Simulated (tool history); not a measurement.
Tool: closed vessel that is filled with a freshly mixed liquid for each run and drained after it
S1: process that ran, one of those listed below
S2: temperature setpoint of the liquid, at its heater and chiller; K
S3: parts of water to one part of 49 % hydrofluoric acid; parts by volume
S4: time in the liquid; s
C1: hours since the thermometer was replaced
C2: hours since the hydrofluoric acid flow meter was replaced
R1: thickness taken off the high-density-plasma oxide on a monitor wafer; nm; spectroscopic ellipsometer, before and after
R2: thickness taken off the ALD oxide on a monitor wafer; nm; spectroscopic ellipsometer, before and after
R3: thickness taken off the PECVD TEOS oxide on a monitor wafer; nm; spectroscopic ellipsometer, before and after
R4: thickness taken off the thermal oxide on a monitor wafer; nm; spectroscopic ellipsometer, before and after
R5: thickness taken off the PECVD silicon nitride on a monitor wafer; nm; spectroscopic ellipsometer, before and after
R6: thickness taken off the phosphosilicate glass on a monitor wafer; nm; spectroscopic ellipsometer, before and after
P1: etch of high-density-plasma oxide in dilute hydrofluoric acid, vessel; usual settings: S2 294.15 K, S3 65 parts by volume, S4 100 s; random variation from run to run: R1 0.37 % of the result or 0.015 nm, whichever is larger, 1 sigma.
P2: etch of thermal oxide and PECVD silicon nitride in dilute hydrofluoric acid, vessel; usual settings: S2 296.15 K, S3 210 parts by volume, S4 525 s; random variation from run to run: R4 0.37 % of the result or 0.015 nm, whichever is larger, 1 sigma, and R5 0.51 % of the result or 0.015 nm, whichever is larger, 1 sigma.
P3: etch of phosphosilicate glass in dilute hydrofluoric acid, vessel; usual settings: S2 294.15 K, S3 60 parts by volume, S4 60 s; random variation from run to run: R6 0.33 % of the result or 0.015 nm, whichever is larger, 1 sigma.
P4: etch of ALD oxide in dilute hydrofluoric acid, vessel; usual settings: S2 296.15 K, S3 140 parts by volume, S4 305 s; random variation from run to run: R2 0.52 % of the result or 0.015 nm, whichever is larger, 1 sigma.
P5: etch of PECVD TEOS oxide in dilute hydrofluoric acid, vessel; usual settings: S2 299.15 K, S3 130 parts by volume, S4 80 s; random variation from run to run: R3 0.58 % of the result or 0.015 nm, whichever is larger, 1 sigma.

| run | hour | S1 | S2 | S3 | S4 | C1 | C2 | R1 | R2 | R3 | R4 | R5 | R6 |
|---|---|---|---|---|---|---|---|---|---|---|---|---|---|
| 1 | 5.8 | P1 | 294.15 | 65 | 100 | 1794.8 | 1562.2 | 9.1003 |  |  |  |  |  |
| 2 | 11.5 | P1 | 294.15 | 65 | 100 | 1800.5 | 1567.9 | 9.0883 |  |  |  |  |  |
| 3 | 21.6 | P1 | 290.15 | 65 | 100 | 1810.6 | 1578 | 7.6216 |  |  |  |  |  |
| 4 | 29.3 | P4 | 296.15 | 210 | 305 | 1818.3 | 1585.7 |  | 27.235 |  |  |  |  |
| 5 | 39.8 | P1 | 290.15 | 30 | 100 | 1828.8 | 1596.2 | 17.382 |  |  |  |  |  |
| 6 | 48 | P1 | 294.15 | 65 | 100 | 1837 | 1604.4 | 9.1397 |  |  |  |  |  |
| 7 | 54.5 | P4 | 296.15 | 140 | 305 | 1843.5 | 1610.9 |  | 43.605 |  |  |  |  |
| 8 | 59.8 | P5 | 299.15 | 210 | 80 | 1848.8 | 1616.2 |  |  | 8.5451 |  |  |  |
| 9 | 65.1 | P2 | 296.15 | 210 | 850 | 1854.1 | 1621.5 |  |  |  | 16.164 | 14.895 |  |
| 10 | 73.4 | P1 | 294.15 | 65 | 100 | 1862.4 | 1629.8 | 9.1811 |  |  |  |  |  |
| 11 | 78.8 | P1 | 294.15 | 65 | 100 | 1867.8 | 1635.2 | 9.1578 |  |  |  |  |  |
| 12 | 89.2 | P1 | 294.15 | 85 | 50 | 1878.2 | 1645.6 | 3.4342 |  |  |  |  |  |
| 13 | 98.8 | P1 | 294.15 | 40 | 100 | 1887.8 | 1655.2 | 15.134 |  |  |  |  |  |
| 14 | 108.9 | P5 | 299.15 | 130 | 80 | 1897.9 | 1665.3 |  |  | 15.222 |  |  |  |
| 15 | 120.3 | P3 | 294.15 | 60 | 60 | 1909.3 | 1676.7 |  |  |  |  |  | 56.236 |
| 16 | 130.1 | P1 | 294.15 | 65 | 100 | 1919.1 | 1686.5 | 9.185 |  |  |  |  |  |
| 17 | 139.1 | P5 | 305.65 | 130 | 80 | 1928.1 | 1695.5 |  |  | 19.413 |  |  |  |
| 18 | 150.8 | P2 | 296.15 | 210 | 525 | 1939.8 | 1707.2 |  |  |  | 9.9487 | 9.2097 |  |
| 19 | 158.6 | P1 | 294.15 | 65 | 165 | 1947.6 | 1715 | 15.091 |  |  |  |  |  |
| 20 | 170.3 | P3 | 294.15 | 60 | 60 | 1959.3 | 1726.7 |  |  |  |  |  | 56.323 |
| 21 | 180.6 | P3 | 294.15 | 60 | 30 | 1969.6 | 1737 |  |  |  |  |  | 27.824 |
| 22 | 186.1 | P3 | 294.15 | 25 | 60 | 1975.1 | 1742.5 |  |  |  |  |  | 140.64 |
| 23 | 193.4 | P2 | 296.15 | 330 | 525 | 1982.4 | 1749.8 |  |  |  | 5.6645 | 5.8558 |  |
| 24 | 202 | P1 | 294.15 | 65 | 30 | 1991 | 1758.4 | 2.7488 |  |  |  |  |  |
| 25 | 213.2 | P2 | 290.15 | 210 | 525 | 2002.2 | 1769.6 |  |  |  | 7.8869 | 6.2594 |  |
| 26 | 224.7 | P1 | 294.15 | 20 | 155 | 2013.7 | 1781.1 | 48.477 |  |  |  |  |  |
| 27 | 232.9 | P4 | 296.15 | 140 | 305 | 2021.9 | 1789.3 |  | 44.03 |  |  |  |  |
| 28 | 242 | P4 | 296.15 | 140 | 135 | 2031 | 1798.4 |  | 19.369 |  |  |  |  |
| 29 | 252 | P5 | 299.15 | 130 | 80 | 2041 | 1808.4 |  |  | 15.185 |  |  |  |
| 30 | 262.5 | P3 | 290.15 | 60 | 60 | 2051.5 | 1818.9 |  |  |  |  |  | 47.242 |
| 31 | 270.1 | P5 | 299.15 | 130 | 135 | 2059.1 | 1826.5 |  |  | 25.517 |  |  |  |
| 32 | 280 | P1 | 299.65 | 65 | 100 | 2069 | 1836.4 | 11.424 |  |  |  |  |  |
| 33 | 290.9 | P1 | 294.15 | 105 | 100 | 2079.9 | 1847.3 | 5.3854 |  |  |  |  |  |
| 34 | 300.9 | P4 | 290.15 | 140 | 305 | 2089.9 | 1857.3 |  | 34.57 |  |  |  |  |
| 35 | 308.6 | P1 | 294.15 | 65 | 100 | 2097.6 | 1865 | 9.1012 |  |  |  |  |  |
| 36 | 319.8 | P1 | 294.15 | 65 | 100 | 2108.8 | 1876.2 | 8.7567 |  |  |  |  |  |
| 37 | 326.1 | P1 | 294.15 | 65 | 100 | 2115.1 | 1882.5 | 8.7009 |  |  |  |  |  |
| 38 | 335.2 | P1 | 294.15 | 65 | 100 | 2124.2 | 1891.6 | 8.5128 |  |  |  |  |  |
| 39 | 343.5 | P1 | 294.15 | 65 | 100 | 2132.5 | 1899.9 | 8.4482 |  |  |  |  |  |
| 40 | 350.3 | P1 | 294.15 | 65 | 100 | 2139.3 | 1906.7 | 8.4355 |  |  |  |  |  |
| 41 | 357.9 | P1 | 294.15 | 65 | 100 | 2146.9 | 1914.3 | 8.4304 |  |  |  |  |  |
| 42 | 366.4 | P1 | 294.15 | 65 | 100 | 2155.4 | 1922.8 | 8.4166 |  |  |  |  |  |
| 43 | 373.5 | P1 | 294.15 | 65 | 100 | 2162.5 | 1929.9 | 8.3398 |  |  |  |  |  |
| 44 | 378.7 | P1 | 294.15 | 65 | 100 | 2167.7 | 1935.1 | 8.3585 |  |  |  |  |  |
| 45 | 384.7 | P1 | 294.15 | 65 | 100 | 2173.7 | 1941.1 | 8.3465 |  |  |  |  |  |

What P1 gives has crept away from where it was. These 2 causes fit the log equally well, each at the size given:
A: liquid colder than its thermometer reads (K) = 2.12
B: hydrofluoric acid flow below the setpoint (%) = 7.89
The creep began at about hour 308.6.

4 check runs are offered, one wafer each, their results left as question marks. Which one tells the causes apart?
| check 1 | 390.7 | P4 | 296.15 | 140 | 305 |  |  |  | ? |  |  |  |  |
| check 2 | 390.7 | P2 | 296.15 | 210 | 525 |  |  |  |  |  | ? | ? |  |
| check 3 | 390.7 | P5 | 299.15 | 130 | 80 |  |  |  |  | ? |  |  |  |
| check 4 | 390.7 | P3 | 294.15 | 60 | 60 |  |  |  |  |  |  |  | ? |

What each check would give under each cause:
| check | result | if A | if B |
|---|---|---|---|
| check 1 | R2 | 40.214 | 39.721 |
| check 2 | R4 | 9.2347 | 9.0422 |
| check 2 | R5 | 8.04 | 8.4962 |
| check 3 | R3 | 13.987 | 13.787 |
| check 4 | R6 | 51.285 | 51.339 |
How far apart the two closest causes lie, in the result that separates them most: check 1 1.23 %; check 2 5.52 %; check 3 1.44 %; check 4 0.1 %
Check 2 tells the causes apart: in the others they would give nearly the same result.

Then check 2 was run and gave: R4 9.0152 nm; R5 8.4003 nm. Which cause is it?

It is B: hydrofluoric acid flow below the setpoint (%).
